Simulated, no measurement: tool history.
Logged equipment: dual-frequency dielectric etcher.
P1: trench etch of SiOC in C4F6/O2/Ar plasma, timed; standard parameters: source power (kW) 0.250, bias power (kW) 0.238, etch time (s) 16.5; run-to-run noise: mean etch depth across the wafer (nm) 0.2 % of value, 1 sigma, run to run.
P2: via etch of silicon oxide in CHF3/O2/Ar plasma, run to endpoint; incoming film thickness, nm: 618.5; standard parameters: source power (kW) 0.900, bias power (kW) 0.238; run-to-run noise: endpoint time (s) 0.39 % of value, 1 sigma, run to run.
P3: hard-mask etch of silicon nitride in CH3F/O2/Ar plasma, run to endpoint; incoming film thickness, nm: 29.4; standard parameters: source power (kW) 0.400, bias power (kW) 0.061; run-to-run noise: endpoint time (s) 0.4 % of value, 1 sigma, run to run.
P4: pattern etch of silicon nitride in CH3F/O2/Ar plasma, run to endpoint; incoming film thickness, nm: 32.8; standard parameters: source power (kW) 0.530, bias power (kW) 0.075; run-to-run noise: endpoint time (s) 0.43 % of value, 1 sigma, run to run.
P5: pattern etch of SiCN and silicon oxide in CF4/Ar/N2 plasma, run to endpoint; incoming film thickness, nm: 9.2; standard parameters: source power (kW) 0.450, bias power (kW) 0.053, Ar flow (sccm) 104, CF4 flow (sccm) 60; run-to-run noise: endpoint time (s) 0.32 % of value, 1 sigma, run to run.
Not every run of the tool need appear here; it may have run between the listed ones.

run   hour  process that ran  source power (kW)  bias power (kW)  etch time (s)  Ar flow (sccm)  CF4 flow (sccm)  hours since the last wet clean  hours since the last source power generator calibration  hours since the last bias power generator calibration  mean etch depth across the wafer (nm)  endpoint time (s)
  1   12.1                P1              0.250            0.238           16.5                                                            255.7                                                    988.3                                                 1109.1                                 31.032
  2   19.8                P5              0.450            0.053                            104               60                           263.4                                                    996.0                                                 1116.8                                                   12.3860
  3   30.0                P3              0.400            0.061                                                                           273.6                                                   1006.2                                                 1127.0                                                   45.4170
  4   38.7                P1              0.250            0.316           16.5                                                            282.3                                                   1014.9                                                 1135.7                                 34.403
  5   48.3                P5              0.450            0.053                            104               73                           291.9                                                   1024.5                                                 1145.3                                                   11.9390
  6   55.9                P1              0.200            0.157           16.5                                                            299.5                                                   1032.1                                                 1152.9                                 24.728
  7   66.4                P3              0.510            0.061                                                                           310.0                                                   1042.6                                                 1163.4                                                   41.4450
  8   77.4                P1              0.250            0.238           16.5                                                            321.0                                                   1053.6                                                 1174.4                                 31.054
  9   90.0                P1              0.250            0.238           22.5                                                            333.6                                                   1066.2                                                 1187.0                                 42.436
 10   96.7                P1              0.250            0.238           16.5                                                            340.3                                                   1072.9                                                 1193.7                                 31.025
 11  103.8                P1              0.290            0.297           16.5                                                            347.4                                                   1080.0                                                 1200.8                                 35.461
 12  112.8                P1              0.330            0.238           16.5                                                            356.4                                                   1089.0                                                 1209.8                                 34.606
 13  119.1                P1              0.250            0.238           16.5                                                            362.7                                                   1095.3                                                 1216.1                                 31.036
 14  125.4                P2              0.900            0.238                                                                           369.0                                                   1101.6                                                 1222.4                                                  245.5200
 15  133.8                P1              0.250            0.238           10.0                                                            377.4                                                   1110.0                                                 1230.8                                 18.857
 16  146.5                P1              0.250            0.238           16.5                                                            390.1                                                   1122.7                                                 1243.5                                 31.156
 17  157.7                P1              0.180            0.238           22.0                                                            401.3                                                   1133.9                                                 1254.7                                 36.593
 18  169.1                P5              0.610            0.053                            104               60                           412.7                                                   1145.3                                                 1266.1                                                    9.4535
 19  178.0                P1              0.250            0.141           16.5                                                            421.6                                                   1154.2                                                 1275.0                                 26.220
 20  191.1                P1              0.180            0.238           16.5                                                            434.7                                                   1167.3                                                 1288.1                                 27.452
 21  196.9                P2              0.900            0.328                                                                           440.5                                                   1173.1                                                 1293.9                                                  219.3700
 22  205.1                P2              0.900            0.238                                                                           448.7                                                   1181.3                                                 1302.1                                                  246.3200
 23  217.8                P3              0.400            0.041                                                                           461.4                                                   1194.0                                                 1314.8                                                   51.5070
 24  227.6                P4              0.750            0.075                                                                           471.2                                                   1203.8                                                 1324.6                                                   37.1480
 25  238.8                P2              0.720            0.238                                                                           482.4                                                   1215.0                                                 1335.8                                                  268.9000
 26  245.5                P5              0.450            0.075                            104               60                           489.1                                                   1221.7                                                 1342.5                                                   10.9700
 27  255.5                P4              0.530            0.075                                                                           499.1                                                   1231.7                                                 1352.5                                                   42.6190
 28  261.5                P4              0.530            0.106                                                                           505.1                                                   1237.7                                                 1358.5                                                   37.4980
 29  274.2                P5              0.450            0.053                            138               60                           517.8                                                   1250.4                                                 1371.2                                                   13.1320
 30  282.7                P1              0.250            0.238           16.5                                                            526.3                                                   1258.9                                                 1379.7                                 31.093
 31  295.9                P1              0.250            0.238           16.5                                                            539.5                                                   1272.1                                                 1392.9                                 31.137
 32  307.4                P1              0.250            0.238           16.5                                                            551.0                                                   1283.6                                                 1404.4                                 31.269
 33  314.5                P1              0.250            0.238           16.5                                                            558.1                                                   1290.7                                                 1411.5                                 31.423
 34  326.9                P1              0.250            0.238           16.5                                                            570.5                                                   1303.1                                                 1423.9                                 31.457
     330.5  -- wet clean of the chamber
 35  340.2                P1              0.250            0.238           16.5                                                              9.8                                                   1316.4                                                 1437.2                                 31.523
 36  350.7                P1              0.250            0.238           16.5                                                             20.3                                                   1326.9                                                 1447.7                                 31.532
 37  357.6                P1              0.250            0.238           16.5                                                             27.2                                                   1333.8                                                 1454.6                                 31.623
 38  364.6                P1              0.250            0.238           16.5                                                             34.2                                                   1340.8                                                 1461.6                                 31.599
 39  371.3                P1              0.250            0.238           16.5                                                             40.9                                                   1347.5                                                 1468.3                                 31.612

The log shows P1 creeping away from where it was. Any of the 2 causes listed here, at the size stated for it, fits the log just as well as the others:
A: source power that arrives over what is set, % = 4.38
B: bias power that arrives over what is set, % = 4.8
At approximately hour 295.9, the process output began to creep.
Why every other cause is out:
chamber walls in a state that raises the etch rate, %: serviced after onset, at hour 330.5, with no recovery of the prior output

Which of the check runs below tells the causes apart, meaning the causes would give it clearly different results? Each run uses 2 wafers whose results are averaged, and each result is shown as a question mark.
check 1  378.0                P5              0.530            0.071                            104               60                                                                                                                                                                                                         ?
check 2  378.0                P2              0.900            0.315                                                                                                                                                                                                                                                         ?
check 3  378.0                P3              0.400            0.048                                                                                                                                                                                                                                                         ?
check 4  378.0                P4              0.670            0.104                                                                                                                                                                                                                                                         ?

What every check run would give for each of its results, assuming each possible cause in turn:
  check             result      if A      if B
check 1  endpoint time (s)    9.3617    9.5663
check 2  endpoint time (s)  219.4800  219.2500
check 3  endpoint time (s)   48.2550   48.3590
check 4  endpoint time (s)   34.0810   34.0560
Separation of the two closest causes in each check, using whichever result separates them best: check 1 2.16 %; check 2 0.1 %; check 3 0.21 %; check 4 0.07 %
The other checks would show nearly matching results whichever cause is true, so check 1 is the only one that separates the causes.

Running check 1 produced the following: endpoint time (s) 9.5825. Which one of the listed causes fits?

The cause is B: bias power that arrives over what is set, %.

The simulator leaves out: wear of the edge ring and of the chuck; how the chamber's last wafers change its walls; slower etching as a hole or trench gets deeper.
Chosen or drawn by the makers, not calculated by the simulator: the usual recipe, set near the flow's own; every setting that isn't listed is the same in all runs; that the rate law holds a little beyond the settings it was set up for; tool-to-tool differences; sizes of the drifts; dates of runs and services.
